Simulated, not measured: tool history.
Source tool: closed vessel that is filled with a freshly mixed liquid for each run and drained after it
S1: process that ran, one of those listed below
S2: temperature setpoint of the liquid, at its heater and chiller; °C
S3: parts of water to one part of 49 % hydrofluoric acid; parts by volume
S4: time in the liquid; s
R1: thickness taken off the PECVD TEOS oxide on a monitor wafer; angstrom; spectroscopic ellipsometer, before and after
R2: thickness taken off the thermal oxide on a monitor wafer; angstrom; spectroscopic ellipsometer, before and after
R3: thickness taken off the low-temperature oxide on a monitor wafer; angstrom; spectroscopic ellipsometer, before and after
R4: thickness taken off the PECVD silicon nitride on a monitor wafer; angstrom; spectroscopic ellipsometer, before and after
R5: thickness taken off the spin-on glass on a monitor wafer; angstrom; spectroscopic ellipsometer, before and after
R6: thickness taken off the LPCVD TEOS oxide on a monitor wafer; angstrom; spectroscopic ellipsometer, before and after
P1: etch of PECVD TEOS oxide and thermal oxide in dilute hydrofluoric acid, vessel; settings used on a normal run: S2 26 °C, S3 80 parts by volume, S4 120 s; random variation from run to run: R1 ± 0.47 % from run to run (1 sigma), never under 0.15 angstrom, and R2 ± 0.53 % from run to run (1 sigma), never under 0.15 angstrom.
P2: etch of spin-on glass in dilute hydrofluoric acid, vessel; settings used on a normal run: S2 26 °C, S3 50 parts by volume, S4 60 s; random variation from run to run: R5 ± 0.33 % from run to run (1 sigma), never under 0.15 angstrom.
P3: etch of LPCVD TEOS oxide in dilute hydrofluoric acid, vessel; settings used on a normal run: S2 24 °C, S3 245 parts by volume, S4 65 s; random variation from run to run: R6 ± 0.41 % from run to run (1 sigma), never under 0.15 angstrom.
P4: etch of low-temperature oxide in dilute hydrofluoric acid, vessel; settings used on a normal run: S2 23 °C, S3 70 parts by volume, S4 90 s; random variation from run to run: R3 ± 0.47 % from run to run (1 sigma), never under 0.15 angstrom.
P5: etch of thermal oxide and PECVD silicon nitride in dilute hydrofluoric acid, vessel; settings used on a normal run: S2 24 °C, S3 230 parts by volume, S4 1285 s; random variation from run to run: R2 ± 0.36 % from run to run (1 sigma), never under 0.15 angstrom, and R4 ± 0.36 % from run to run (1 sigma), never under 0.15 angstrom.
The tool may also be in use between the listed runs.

run     day  S1    S2   S3    S4      R1      R2      R3      R4      R5      R6
  1   0.312  P1    26   80   120  258.28  80.123
  2   0.546  P4    23   70    90                   402.2
  3    0.85  P5    24   55  1285          1184.3          756.43
  4   1.175  P1    26   80   120  259.41  79.755
  5   1.517  P1  30.5   80    50  128.17  39.419
  6     1.7  P5    17  230  1285          178.56          117.31
  7   1.942  P2    26   50   105                                  1162.6
  8   2.262  P4    23   70    90                  401.96
  9   2.675  P1    26   80   120  257.62  79.309
 10   2.946  P4    23  110    90                  243.57
 11   3.142  P2    26   50    60                                  664.55
 12     3.5  P5    24  230  2555          461.92          366.03
 13   3.854  P4    23   70    40                  178.84
 14   4.171  P4    17   70    90                  313.82
 15   4.546  P1    22   80   120  218.45   68.33
 16   4.933  P3  18.5  245    65                                          88.253
 17   5.221  P2    26   50    60                                  666.42
 18     5.4  P3    24  245    65                                          107.38
 19   5.658  P5    24  230  1285           231.1          184.69
 20   5.858  P1    26   20   120  1122.9  345.04
 21   6.083  P1  33.5   80   120  344.02  105.91
 22   6.404  P2    31   50    60                                  807.46
 23   6.792  P2    26   90    60                                  347.12
 24   7.146  P1    26   80   120  257.31  79.558
 25   7.408  P1  19.5   35   120  477.27  148.22
 26   7.617  P3    24  245    30                                          49.617
 27   7.875  P1    26  145   120  131.88  40.685
 28   8.254  P3    24  125    65                                          241.49
 29   8.542  P1    26   80    35    76.1  23.279
 30   8.792  P1    26   80   205  441.24  136.26
 31   9.138  P1    26   80   120  259.77  79.615
 32     9.5  P1    26   80   120  257.99  78.658
 33   9.779  P1    26   80   120  255.19  77.405
 34    10.1  P1    26   80   120  249.67  76.753
 35  10.375  P1    26   80   120  244.63  75.568
 36  10.554  P1    26   80   120  246.56  74.799
 37  10.738  P1    26   80   120  245.63  75.469
 38  11.062  P1    26   80   120  245.64  75.486
 39  11.438  P1    26   80   120  244.22  75.213
 40  11.625  P1    26   80   120  241.11  74.819
 41  11.967  P1    26   80   120   243.3  74.832
 42  12.229  P1    26   80   120  243.54  74.632

The output of P1 has drifted from where it used to be. Each of the 2 causes below, taken at the size shown beside it, accounts for the log equally well:
A: hydrofluoric acid flow below the setpoint (%) = 5.64
B: liquid colder than its thermometer reads (K) = 1.62
Creep in the process output first set in at about day 9.5.

Which of the 4 check runs listed below separates the causes, so that each cause would produce a clearly different result? Each run uses one wafer, and its results are marked with question marks.
check 1  12.492  P4    23  100    50           ?
check 2  12.492  P2    26   65    60                   ?
check 3  12.492  P5  17.5  230  2510       ?       ?
check 4  12.492  P3    19  245    35                       ?

What every check run would give for each of its results, assuming each possible cause in turn:
  check  result    if A    if B
check 1      R3  141.29  141.28
check 2      R5  469.42  468.56
check 3      R2  329.97  332.13
check 3      R4  223.49  211.95
check 4      R6  44.951  45.363
Minimum pairwise separation of causes per check, each pair taken at its best-separating result: check 1 0 %; check 2 0.18 %; check 3 5.3 %; check 4 0.91 %
Only check 3 tells the causes apart: in the others they would give nearly the same result.

Running check 3 produced the following: R2 333.15 angstrom; R4 211.7 angstrom. Which one of the listed causes fits?

Of the candidate causes, it is B: liquid colder than its thermometer reads (K).
